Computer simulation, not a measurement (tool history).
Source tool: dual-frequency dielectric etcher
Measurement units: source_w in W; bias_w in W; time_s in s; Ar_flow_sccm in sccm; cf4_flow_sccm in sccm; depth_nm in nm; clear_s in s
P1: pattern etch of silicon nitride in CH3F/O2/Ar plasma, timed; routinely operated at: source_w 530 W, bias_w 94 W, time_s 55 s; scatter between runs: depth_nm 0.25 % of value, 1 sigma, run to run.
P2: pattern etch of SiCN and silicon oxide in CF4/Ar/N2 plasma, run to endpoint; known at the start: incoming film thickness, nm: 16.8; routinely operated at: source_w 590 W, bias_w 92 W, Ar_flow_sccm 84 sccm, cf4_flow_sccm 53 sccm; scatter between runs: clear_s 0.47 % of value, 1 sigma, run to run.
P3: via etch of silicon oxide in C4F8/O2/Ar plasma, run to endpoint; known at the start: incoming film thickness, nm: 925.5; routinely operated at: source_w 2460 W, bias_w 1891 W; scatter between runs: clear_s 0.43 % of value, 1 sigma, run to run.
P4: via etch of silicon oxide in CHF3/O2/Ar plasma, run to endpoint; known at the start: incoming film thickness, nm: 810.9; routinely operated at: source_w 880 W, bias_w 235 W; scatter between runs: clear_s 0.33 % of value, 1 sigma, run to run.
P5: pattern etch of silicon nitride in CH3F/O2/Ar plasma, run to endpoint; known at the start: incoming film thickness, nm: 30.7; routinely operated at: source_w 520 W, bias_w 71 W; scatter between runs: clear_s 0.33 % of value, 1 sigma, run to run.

run,hour,process,source_w,bias_w,time_s,Ar_flow_sccm,cf4_flow_sccm,hours since the last wet clean,hours since the last source power generator calibration,hours since the last bias power generator calibration,depth_nm,clear_s
1,11.5,P1,530,94,55,,,446.6,2124.7,1150.8,47.161,
2,27.7,P1,530,94,55,,,462.8,2140.9,1167,47.489,
3,36.1,P4,880,235,,,,471.2,2149.3,1175.4,,331.25
4,44.5,P1,530,94,55,,,479.6,2157.7,1183.8,47.502,
# hour 46.9: bias power generator calibrated
5,60.8,P2,590,92,,53,53,495.9,2174,14,,13.84
6,71.6,P5,520,71,,,,506.7,2184.8,24.8,,40.473
7,82.1,P5,670,71,,,,517.2,2195.3,35.3,,36.993
8,95.2,P4,880,235,,,,530.3,2208.4,48.4,,328.67
9,102.5,P1,640,94,69,,,537.6,2215.7,55.7,63.941,
10,109.8,P2,590,92,,84,71,544.9,2223,63,,14.266
11,120.3,P1,530,94,55,,,555.4,2233.5,73.5,47.534,
12,130,P2,590,130,,84,53,565.1,2243.2,83.2,,13.172
13,143.6,P2,590,92,,84,53,578.7,2256.8,96.8,,14.842
14,153.9,P1,640,94,55,,,589,2267.1,107.1,50.771,
15,167.8,P3,2460,2658,,,,602.9,2281,121,,155.63
16,176.1,P2,590,92,,84,53,611.2,2289.3,129.3,,14.955
17,189.6,P3,2460,1891,,,,624.7,2302.8,142.8,,171.76
18,197.2,P3,1440,1891,,,,632.3,2310.4,150.4,,214.02
19,212.5,P1,530,94,55,,,647.6,2325.7,165.7,47.346,
20,226.7,P1,530,129,80.5,,,661.8,2339.9,179.9,77.766,
21,240.6,P1,530,94,55,,,675.7,2353.8,193.8,47.339,
22,248.6,P1,720,94,78,,,683.7,2361.8,201.8,75.258,
23,256.3,P2,820,92,,84,53,691.4,2369.5,209.5,,11.097
24,264.7,P1,530,119,55,,,699.8,2377.9,217.9,51.508,
25,272,P4,880,324,,,,707.1,2385.2,225.2,,293.41
26,284.9,P1,530,94,67.5,,,720,2398.1,238.1,58.391,
27,296,P1,320,94,55,,,731.1,2409.2,249.2,39.139,
28,305.7,P4,1120,235,,,,740.8,2418.9,258.9,,302.02
29,315.1,P1,530,64,55,,,750.2,2428.3,268.3,41.504,
30,323,P3,2460,1891,,,,758.1,2436.2,276.2,,173.31
31,338.2,P5,520,85,,,,773.3,2451.4,291.4,,38.151
32,354.6,P1,530,94,35,,,789.7,2467.8,307.8,30.208,
33,367,P1,530,94,55,,,802.1,2480.2,320.2,47.444,
34,383.4,P1,530,94,55,,,818.5,2496.6,336.6,47.172,
35,396.3,P1,530,94,55,,,831.4,2509.5,349.5,46.906,
36,406.2,P1,530,94,55,,,841.3,2519.4,359.4,46.876,
37,422.1,P1,530,94,55,,,857.2,2535.3,375.3,46.727,
# hour 422.9: wet clean of the chamber
38,433.1,P1,530,94,55,,,10.3,2546.3,386.3,46.689,
39,441.2,P1,530,94,55,,,18.4,2554.4,394.4,46.434,
40,456.8,P1,530,94,55,,,34,2570,410,46.871,
41,464.4,P1,530,94,55,,,41.6,2577.6,417.6,46.638,
42,478,P1,530,94,55,,,55.2,2591.2,431.2,46.681,
43,485.5,P1,530,94,55,,,62.7,2598.7,438.7,46.695,
44,494.8,P1,530,94,55,,,72,2608,448,46.643,

P1 no longer gives what it gave before; its output has crept away from where it was. The following 2 causes, each at its listed size, fit the log equally well:
A: bias power that arrives under what is set, % = 4.51
B: source power that arrives under what is set, % = 4.26
At approximately hour 367, the process output began to creep.
All other causes, with the reason each is excluded:
chamber walls in a state that lowers the etch rate, %: serviced at hour 422.9, after the change had begun; the process did not return to its earlier output

Each of the check runs listed below is run on 3 wafers and reports their average, with the results left as question marks. Pick the one under which the possible causes would lead to clearly different results.
check 1,504.1,P5,620,71,,,,,,,,?
check 2,504.1,P2,790,126,,84,53,,,,,?
check 3,504.1,P3,1710,2642,,,,,,,,?
check 4,504.1,P4,880,285,,,,,,,,?

If the cause were each of the candidates in turn, the checks would give the following:
check,result,if A,if B
check 1,clear_s,38.533,38.594
check 2,clear_s,10.408,10.63
check 3,clear_s,182.8,183.35
check 4,clear_s,313.53,313.51
Smallest distance between any two causes, each pair judged by its most separating result, in per cent: check 1 0.16 %; check 2 2.11 %; check 3 0.3 %; check 4 0.01 %
Check 2 tells the causes apart: in the others they would give nearly the same result.

Check 2 has now been run. It gave: clear_s 10.415 s. Which of the candidate causes is it?

A is the cause: bias power that arrives under what is set, %.
